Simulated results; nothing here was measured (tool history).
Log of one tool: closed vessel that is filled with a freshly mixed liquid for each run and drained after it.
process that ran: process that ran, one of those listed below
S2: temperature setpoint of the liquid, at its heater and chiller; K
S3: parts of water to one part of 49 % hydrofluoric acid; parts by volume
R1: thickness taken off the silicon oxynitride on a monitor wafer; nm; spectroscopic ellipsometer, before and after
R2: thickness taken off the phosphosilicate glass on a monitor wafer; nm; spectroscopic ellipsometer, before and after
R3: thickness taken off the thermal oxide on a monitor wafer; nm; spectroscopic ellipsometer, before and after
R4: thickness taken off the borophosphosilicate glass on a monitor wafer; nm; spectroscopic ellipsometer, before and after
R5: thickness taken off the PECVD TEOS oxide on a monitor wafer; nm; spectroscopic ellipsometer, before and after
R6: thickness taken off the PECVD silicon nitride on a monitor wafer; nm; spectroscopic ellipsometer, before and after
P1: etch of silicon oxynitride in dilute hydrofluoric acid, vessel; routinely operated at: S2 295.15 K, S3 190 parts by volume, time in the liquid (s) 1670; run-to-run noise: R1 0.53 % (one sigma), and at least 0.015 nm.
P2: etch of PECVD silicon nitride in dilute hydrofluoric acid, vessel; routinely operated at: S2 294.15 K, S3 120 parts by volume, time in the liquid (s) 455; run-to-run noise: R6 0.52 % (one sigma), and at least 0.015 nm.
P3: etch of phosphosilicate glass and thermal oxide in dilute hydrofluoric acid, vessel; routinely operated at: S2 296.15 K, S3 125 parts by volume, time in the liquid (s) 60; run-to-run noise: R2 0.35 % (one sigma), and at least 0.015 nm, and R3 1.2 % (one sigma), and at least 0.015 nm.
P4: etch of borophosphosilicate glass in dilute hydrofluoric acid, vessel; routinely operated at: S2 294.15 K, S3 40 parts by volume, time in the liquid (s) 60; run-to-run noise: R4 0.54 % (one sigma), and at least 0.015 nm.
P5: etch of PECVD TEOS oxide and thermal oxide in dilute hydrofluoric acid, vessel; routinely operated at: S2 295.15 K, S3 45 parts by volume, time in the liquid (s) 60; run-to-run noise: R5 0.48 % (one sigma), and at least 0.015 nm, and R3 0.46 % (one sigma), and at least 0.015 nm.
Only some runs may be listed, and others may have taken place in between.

{"run": 1, "day": 0.425, "process that ran": "P1", "S2": 295.15, "S3": 190, "time in the liquid (s)": 1670, "R1": 25.052}
{"run": 2, "day": 0.7, "process that ran": "P3", "S2": 296.15, "S3": 125, "time in the liquid (s)": 60, "R2": 62.188, "R3": 2.0354}
{"run": 3, "day": 1.008, "process that ran": "P4", "S2": 294.15, "S3": 40, "time in the liquid (s)": 60, "R4": 75.731}
{"run": 4, "day": 1.271, "process that ran": "P1", "S2": 295.15, "S3": 115, "time in the liquid (s)": 1670, "R1": 44.462}
{"run": 5, "day": 1.721, "process that ran": "P1", "S2": 290.15, "S3": 190, "time in the liquid (s)": 675, "R1": 8.0639}
{"run": 6, "day": 2.262, "process that ran": "P3", "S2": 290.15, "S3": 125, "time in the liquid (s)": 60, "R2": 48.764, "R3": 1.575}
{"run": 7, "day": 2.808, "process that ran": "P1", "S2": 295.15, "S3": 190, "time in the liquid (s)": 1670, "R1": 25.046}
{"run": 8, "day": 3.258, "process that ran": "P3", "S2": 296.15, "S3": 125, "time in the liquid (s)": 60, "R2": 62.507, "R3": 2.0162}
{"run": 9, "day": 3.833, "process that ran": "P1", "S2": 295.15, "S3": 275, "time in the liquid (s)": 2515, "R1": 24.78}
{"run": 10, "day": 4.342, "process that ran": "P5", "S2": 299.65, "S3": 45, "time in the liquid (s)": 60, "R3": 7.8642, "R5": 25.408}
{"run": 11, "day": 4.788, "process that ran": "P2", "S2": 294.15, "S3": 120, "time in the liquid (s)": 765, "R6": 15.911}
{"day": 5.138, "done": "hydrofluoric acid flow meter replaced"}
{"run": 12, "day": 5.154, "process that ran": "P1", "S2": 302.65, "S3": 190, "time in the liquid (s)": 1670, "R1": 34.723}
{"run": 13, "day": 5.433, "process that ran": "P1", "S2": 295.15, "S3": 190, "time in the liquid (s)": 1670, "R1": 25.187}
{"run": 14, "day": 5.817, "process that ran": "P4", "S2": 301.65, "S3": 40, "time in the liquid (s)": 60, "R4": 104.62}
{"run": 15, "day": 6.271, "process that ran": "P5", "S2": 295.15, "S3": 45, "time in the liquid (s)": 60, "R3": 6.604, "R5": 21.232}
{"run": 16, "day": 6.838, "process that ran": "P5", "S2": 295.15, "S3": 45, "time in the liquid (s)": 30, "R3": 3.254, "R5": 10.665}
{"run": 17, "day": 7.129, "process that ran": "P3", "S2": 296.15, "S3": 45, "time in the liquid (s)": 60, "R2": 190.33, "R3": 6.0315}
{"run": 18, "day": 7.604, "process that ran": "P1", "S2": 295.15, "S3": 190, "time in the liquid (s)": 840, "R1": 12.692}
{"run": 19, "day": 7.908, "process that ran": "P2", "S2": 294.15, "S3": 25, "time in the liquid (s)": 455, "R6": 43.547}

For run 20, what comes out?
{"run": 20, "day": 8.338, "process that ran": "P4", "S2": 294.15, "S3": 70, "time in the liquid (s)": 60, "R4": "?"}

{"run 20": {"R4": 42.306}}

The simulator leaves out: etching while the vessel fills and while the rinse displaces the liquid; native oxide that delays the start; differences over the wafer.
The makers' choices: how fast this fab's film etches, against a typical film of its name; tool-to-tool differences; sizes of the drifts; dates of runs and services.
